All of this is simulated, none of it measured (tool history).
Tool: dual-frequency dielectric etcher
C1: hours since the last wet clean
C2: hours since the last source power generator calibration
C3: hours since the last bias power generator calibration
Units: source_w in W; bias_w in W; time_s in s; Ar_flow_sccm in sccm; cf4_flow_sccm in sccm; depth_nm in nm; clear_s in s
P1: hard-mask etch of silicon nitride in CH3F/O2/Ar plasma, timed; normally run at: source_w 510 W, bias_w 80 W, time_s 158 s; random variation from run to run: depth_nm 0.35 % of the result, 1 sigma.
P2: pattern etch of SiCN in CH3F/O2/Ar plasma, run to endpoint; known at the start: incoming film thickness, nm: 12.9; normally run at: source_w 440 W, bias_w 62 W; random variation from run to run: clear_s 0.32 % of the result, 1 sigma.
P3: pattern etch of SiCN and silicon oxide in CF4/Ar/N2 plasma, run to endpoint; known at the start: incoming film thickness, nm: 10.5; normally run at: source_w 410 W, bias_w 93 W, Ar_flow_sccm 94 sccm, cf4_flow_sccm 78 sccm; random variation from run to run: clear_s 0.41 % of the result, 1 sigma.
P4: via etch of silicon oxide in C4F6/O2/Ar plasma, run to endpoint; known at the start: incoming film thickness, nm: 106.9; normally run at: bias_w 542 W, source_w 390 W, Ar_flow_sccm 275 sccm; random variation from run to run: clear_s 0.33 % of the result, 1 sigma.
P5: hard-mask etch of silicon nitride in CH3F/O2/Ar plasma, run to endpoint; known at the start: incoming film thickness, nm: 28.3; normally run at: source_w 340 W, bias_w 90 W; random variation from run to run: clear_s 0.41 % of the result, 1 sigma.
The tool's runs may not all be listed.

{"run": 1, "day": 0.133, "process": "P1", "source_w": 510, "bias_w": 80, "time_s": 158, "C1": 254.9, "C2": 1967.8, "C3": 859.4, "depth_nm": 125.93}
{"run": 2, "day": 0.404, "process": "P5", "source_w": 340, "bias_w": 112, "C1": 261.4, "C2": 1974.3, "C3": 865.9, "clear_s": 37.345}
{"run": 3, "day": 0.646, "process": "P4", "source_w": 390, "bias_w": 542, "Ar_flow_sccm": 221, "C1": 267.2, "C2": 1980.1, "C3": 871.7, "clear_s": 22.076}
{"run": 4, "day": 0.888, "process": "P1", "source_w": 510, "bias_w": 55, "time_s": 158, "C1": 273.0, "C2": 1985.9, "C3": 877.5, "depth_nm": 111.27}
{"run": 5, "day": 1.138, "process": "P3", "source_w": 500, "bias_w": 93, "Ar_flow_sccm": 94, "cf4_flow_sccm": 78, "C1": 279.0, "C2": 1991.9, "C3": 883.5, "clear_s": 10.054}
{"run": 6, "day": 1.404, "process": "P1", "source_w": 380, "bias_w": 80, "time_s": 158, "C1": 285.4, "C2": 1998.3, "C3": 889.9, "depth_nm": 112.67}
{"run": 7, "day": 1.546, "process": "P1", "source_w": 510, "bias_w": 80, "time_s": 158, "C1": 288.8, "C2": 2001.7, "C3": 893.3, "depth_nm": 126.36}
{"run": 8, "day": 1.725, "process": "P1", "source_w": 610, "bias_w": 80, "time_s": 119, "C1": 293.1, "C2": 2006.0, "C3": 897.6, "depth_nm": 101.5}
{"run": 9, "day": 2.008, "process": "P4", "source_w": 390, "bias_w": 542, "Ar_flow_sccm": 275, "C1": 299.9, "C2": 2012.8, "C3": 904.4, "clear_s": 22.564}
{"run": 10, "day": 2.171, "process": "P1", "source_w": 510, "bias_w": 80, "time_s": 120, "C1": 303.8, "C2": 2016.7, "C3": 908.3, "depth_nm": 95.468}
{"run": 11, "day": 2.425, "process": "P1", "source_w": 690, "bias_w": 80, "time_s": 158, "C1": 309.9, "C2": 2022.8, "C3": 914.4, "depth_nm": 141.01}
{"run": 12, "day": 2.608, "process": "P5", "source_w": 280, "bias_w": 90, "C1": 314.3, "C2": 2027.2, "C3": 918.8, "clear_s": 43.263}
{"run": 13, "day": 2.804, "process": "P1", "source_w": 510, "bias_w": 80, "time_s": 158, "C1": 319.0, "C2": 2031.9, "C3": 923.5, "depth_nm": 125.57}
{"run": 14, "day": 3.0, "process": "P2", "source_w": 300, "bias_w": 62, "C1": 323.7, "C2": 2036.6, "C3": 928.2, "clear_s": 40.982}
{"run": 15, "day": 3.279, "process": "P1", "source_w": 510, "bias_w": 80, "time_s": 158, "C1": 330.4, "C2": 2043.3, "C3": 934.9, "depth_nm": 125.68}
{"run": 16, "day": 3.508, "process": "P1", "source_w": 510, "bias_w": 113, "time_s": 158, "C1": 335.9, "C2": 2048.8, "C3": 940.4, "depth_nm": 142.66}
{"run": 17, "day": 3.762, "process": "P2", "source_w": 440, "bias_w": 48, "C1": 342.0, "C2": 2054.9, "C3": 946.5, "clear_s": 38.782}
{"run": 18, "day": 4.008, "process": "P1", "source_w": 420, "bias_w": 80, "time_s": 219, "C1": 347.9, "C2": 2060.8, "C3": 952.4, "depth_nm": 162.35}
{"run": 19, "day": 4.188, "process": "P1", "source_w": 510, "bias_w": 80, "time_s": 218, "C1": 352.2, "C2": 2065.1, "C3": 956.7, "depth_nm": 174.06}
{"run": 20, "day": 4.471, "process": "P3", "source_w": 410, "bias_w": 93, "Ar_flow_sccm": 112, "cf4_flow_sccm": 78, "C1": 359.0, "C2": 2071.9, "C3": 963.5, "clear_s": 12.168}
{"run": 21, "day": 4.742, "process": "P2", "source_w": 440, "bias_w": 62, "C1": 365.5, "C2": 2078.4, "C3": 970.0, "clear_s": 35.414}
{"run": 22, "day": 4.9, "process": "P3", "source_w": 410, "bias_w": 93, "Ar_flow_sccm": 94, "cf4_flow_sccm": 78, "C1": 369.3, "C2": 2082.2, "C3": 973.8, "clear_s": 11.925}
{"run": 23, "day": 5.083, "process": "P4", "source_w": 290, "bias_w": 542, "Ar_flow_sccm": 275, "C1": 373.7, "C2": 2086.6, "C3": 978.2, "clear_s": 25.185}
{"run": 24, "day": 5.338, "process": "P3", "source_w": 410, "bias_w": 93, "Ar_flow_sccm": 94, "cf4_flow_sccm": 99, "C1": 379.8, "C2": 2092.7, "C3": 984.3, "clear_s": 11.601}
{"run": 25, "day": 5.496, "process": "P3", "source_w": 410, "bias_w": 93, "Ar_flow_sccm": 94, "cf4_flow_sccm": 78, "C1": 383.6, "C2": 2096.5, "C3": 988.1, "clear_s": 11.882}
{"run": 26, "day": 5.783, "process": "P4", "source_w": 390, "bias_w": 681, "Ar_flow_sccm": 275, "C1": 390.5, "C2": 2103.4, "C3": 995.0, "clear_s": 20.748}
{"run": 27, "day": 5.988, "process": "P1", "source_w": 510, "bias_w": 80, "time_s": 158, "C1": 395.4, "C2": 2108.3, "C3": 999.9, "depth_nm": 126.07}
{"run": 28, "day": 6.225, "process": "P5", "source_w": 340, "bias_w": 90, "C1": 401.1, "C2": 2114.0, "C3": 1005.6, "clear_s": 40.157}
{"run": 29, "day": 6.496, "process": "P4", "source_w": 390, "bias_w": 542, "Ar_flow_sccm": 275, "C1": 407.6, "C2": 2120.5, "C3": 1012.1, "clear_s": 22.596}
{"run": 30, "day": 6.7, "process": "P3", "source_w": 410, "bias_w": 120, "Ar_flow_sccm": 94, "cf4_flow_sccm": 78, "C1": 412.5, "C2": 2125.4, "C3": 1017.0, "clear_s": 10.8}
{"run": 31, "day": 6.988, "process": "P1", "source_w": 510, "bias_w": 80, "time_s": 158, "C1": 419.4, "C2": 2132.3, "C3": 1023.9, "depth_nm": 126.26}
{"run": 32, "day": 7.154, "process": "P1", "source_w": 510, "bias_w": 80, "time_s": 158, "C1": 423.4, "C2": 2136.3, "C3": 1027.9, "depth_nm": 125.27}
{"run": 33, "day": 7.396, "process": "P1", "source_w": 510, "bias_w": 80, "time_s": 158, "C1": 429.2, "C2": 2142.1, "C3": 1033.7, "depth_nm": 124.34}
{"day": 7.492, "done": "wet clean of the chamber"}
{"run": 34, "day": 7.612, "process": "P1", "source_w": 510, "bias_w": 80, "time_s": 158, "C1": 3.0, "C2": 2147.3, "C3": 1038.9, "depth_nm": 122.93}
{"run": 35, "day": 7.858, "process": "P1", "source_w": 510, "bias_w": 80, "time_s": 158, "C1": 8.9, "C2": 2153.2, "C3": 1044.8, "depth_nm": 123.83}
{"run": 36, "day": 7.996, "process": "P1", "source_w": 510, "bias_w": 80, "time_s": 158, "C1": 12.2, "C2": 2156.5, "C3": 1048.1, "depth_nm": 123.96}
{"run": 37, "day": 8.171, "process": "P1", "source_w": 510, "bias_w": 80, "time_s": 158, "C1": 16.4, "C2": 2160.7, "C3": 1052.3, "depth_nm": 123.9}

What P1 gives has crept away from where it was. These 2 causes fit the log equally well, each at the size given:
A: bias power that arrives under what is set, % = 4.9
B: source power that arrives under what is set, % = 4.45
The creep began at about day 6.988.
Why every other cause is out:
chamber walls in a state that lowers the etch rate, %: serviced at day 7.492, which brought nothing back

4 check runs are offered, each on 2 wafers whose results are averaged, their results left as question marks. Which one tells the causes apart?
{"run": "check 1", "day": 8.346, "process": "P2", "source_w": 440, "bias_w": 62, "clear_s": "?"}
{"run": "check 2", "day": 8.346, "process": "P5", "source_w": 340, "bias_w": 90, "clear_s": "?"}
{"run": "check 3", "day": 8.346, "process": "P3", "source_w": 410, "bias_w": 93, "Ar_flow_sccm": 94, "cf4_flow_sccm": 78, "clear_s": "?"}
{"run": "check 4", "day": 8.346, "process": "P4", "source_w": 390, "bias_w": 542, "Ar_flow_sccm": 275, "clear_s": "?"}

What each check would give under each cause:
check=check_1 result=clear_s if_A=36.052 if_B=36.066
check=check_2 result=clear_s if_A=41.090 if_B=41.041
check=check_3 result=clear_s if_A=12.110 if_B=12.386
check=check_4 result=clear_s if_A=22.984 if_B=22.933
How far apart the two closest causes lie, in the result that separates them most: check 1 0.04 %; check 2 0.12 %; check 3 2.25 %; check 4 0.22 %
Check 3 tells the causes apart: in the others they would give nearly the same result.

Then check 3 was run and gave: clear_s 12.098 s. Which cause is it?

It is A: bias power that arrives under what is set, %.
